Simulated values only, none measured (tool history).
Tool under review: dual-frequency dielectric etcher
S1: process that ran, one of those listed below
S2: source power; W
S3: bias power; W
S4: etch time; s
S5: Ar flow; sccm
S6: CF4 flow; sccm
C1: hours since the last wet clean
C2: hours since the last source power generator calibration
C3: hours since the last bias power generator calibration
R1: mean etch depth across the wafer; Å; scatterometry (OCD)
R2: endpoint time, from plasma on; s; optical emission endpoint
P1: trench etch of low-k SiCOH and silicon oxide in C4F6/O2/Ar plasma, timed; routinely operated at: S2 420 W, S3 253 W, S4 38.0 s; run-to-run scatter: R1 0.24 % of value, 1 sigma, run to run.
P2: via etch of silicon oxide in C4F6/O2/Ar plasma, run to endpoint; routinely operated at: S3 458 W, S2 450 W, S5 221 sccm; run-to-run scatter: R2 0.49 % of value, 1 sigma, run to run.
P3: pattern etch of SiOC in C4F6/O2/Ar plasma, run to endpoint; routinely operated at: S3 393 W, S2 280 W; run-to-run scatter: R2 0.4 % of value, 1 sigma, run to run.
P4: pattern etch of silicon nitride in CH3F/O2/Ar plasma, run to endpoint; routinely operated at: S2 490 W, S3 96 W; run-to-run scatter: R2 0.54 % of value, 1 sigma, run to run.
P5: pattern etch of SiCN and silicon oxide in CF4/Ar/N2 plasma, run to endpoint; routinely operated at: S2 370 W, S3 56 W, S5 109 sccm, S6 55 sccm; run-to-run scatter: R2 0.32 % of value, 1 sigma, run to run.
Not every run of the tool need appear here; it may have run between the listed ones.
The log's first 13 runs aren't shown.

{"run": 14, "hour": 48.7, "S1": "P5", "S2": 370, "S3": 69, "S5": 109, "S6": 55, "C1": 140.9, "C2": 2364.8, "C3": 722.8, "R2": 12.824}
{"run": 15, "hour": 51.3, "S1": "P5", "S2": 370, "S3": 56, "S5": 109, "S6": 55, "C1": 143.5, "C2": 2367.4, "C3": 725.4, "R2": 13.803}
{"hour": 52.3, "done": "wet clean of the chamber"}
{"run": 16, "hour": 55.7, "S1": "P2", "S2": 450, "S3": 568, "S5": 221, "C1": 3.4, "C2": 2371.8, "C3": 729.8, "R2": 18.413}
{"run": 17, "hour": 59.0, "S1": "P2", "S2": 450, "S3": 458, "S5": 272, "C1": 6.7, "C2": 2375.1, "C3": 733.1, "R2": 20.634}
{"run": 18, "hour": 62.6, "S1": "P1", "S2": 300, "S3": 253, "S4": 38.0, "C1": 10.3, "C2": 2378.7, "C3": 736.7, "R1": 1226.0}
{"run": 19, "hour": 66.9, "S1": "P1", "S2": 420, "S3": 253, "S4": 38.0, "C1": 14.6, "C2": 2383.0, "C3": 741.0, "R1": 1395.2}
{"run": 20, "hour": 70.4, "S1": "P2", "S2": 450, "S3": 458, "S5": 221, "C1": 18.1, "C2": 2386.5, "C3": 744.5, "R2": 20.045}
{"run": 21, "hour": 74.0, "S1": "P5", "S2": 370, "S3": 56, "S5": 71, "S6": 55, "C1": 21.7, "C2": 2390.1, "C3": 748.1, "R2": 12.863}
{"run": 22, "hour": 77.3, "S1": "P4", "S2": 290, "S3": 96, "C1": 25.0, "C2": 2393.4, "C3": 751.4, "R2": 41.695}
{"run": 23, "hour": 81.2, "S1": "P2", "S2": 630, "S3": 458, "S5": 221, "C1": 28.9, "C2": 2397.3, "C3": 755.3, "R2": 17.729}
{"run": 24, "hour": 85.4, "S1": "P1", "S2": 420, "S3": 190, "S4": 38.0, "C1": 33.1, "C2": 2401.5, "C3": 759.5, "R1": 1268.6}
{"run": 25, "hour": 90.5, "S1": "P4", "S2": 490, "S3": 96, "C1": 38.2, "C2": 2406.6, "C3": 764.6, "R2": 34.312}
{"run": 26, "hour": 93.4, "S1": "P1", "S2": 500, "S3": 253, "S4": 38.0, "C1": 41.1, "C2": 2409.5, "C3": 767.5, "R1": 1491.4}
{"run": 27, "hour": 97.8, "S1": "P1", "S2": 490, "S3": 166, "S4": 38.0, "C1": 45.5, "C2": 2413.9, "C3": 771.9, "R1": 1285.6}
{"run": 28, "hour": 102.4, "S1": "P5", "S2": 370, "S3": 56, "S5": 109, "S6": 34, "C1": 50.1, "C2": 2418.5, "C3": 776.5, "R2": 15.063}
{"run": 29, "hour": 107.4, "S1": "P1", "S2": 420, "S3": 183, "S4": 56.0, "C1": 55.1, "C2": 2423.5, "C3": 781.5, "R1": 1841.4}
{"run": 30, "hour": 111.8, "S1": "P1", "S2": 420, "S3": 253, "S4": 49.5, "C1": 59.5, "C2": 2427.9, "C3": 785.9, "R1": 1810.1}

Run 31 has not been measured yet. What should we expect?
{"run": 31, "hour": 114.0, "S1": "P1", "S2": 420, "S3": 253, "S4": 38.0, "C1": 61.7, "C2": 2430.1, "C3": 788.1, "R1": "?"}

R1: 1395.80 Å
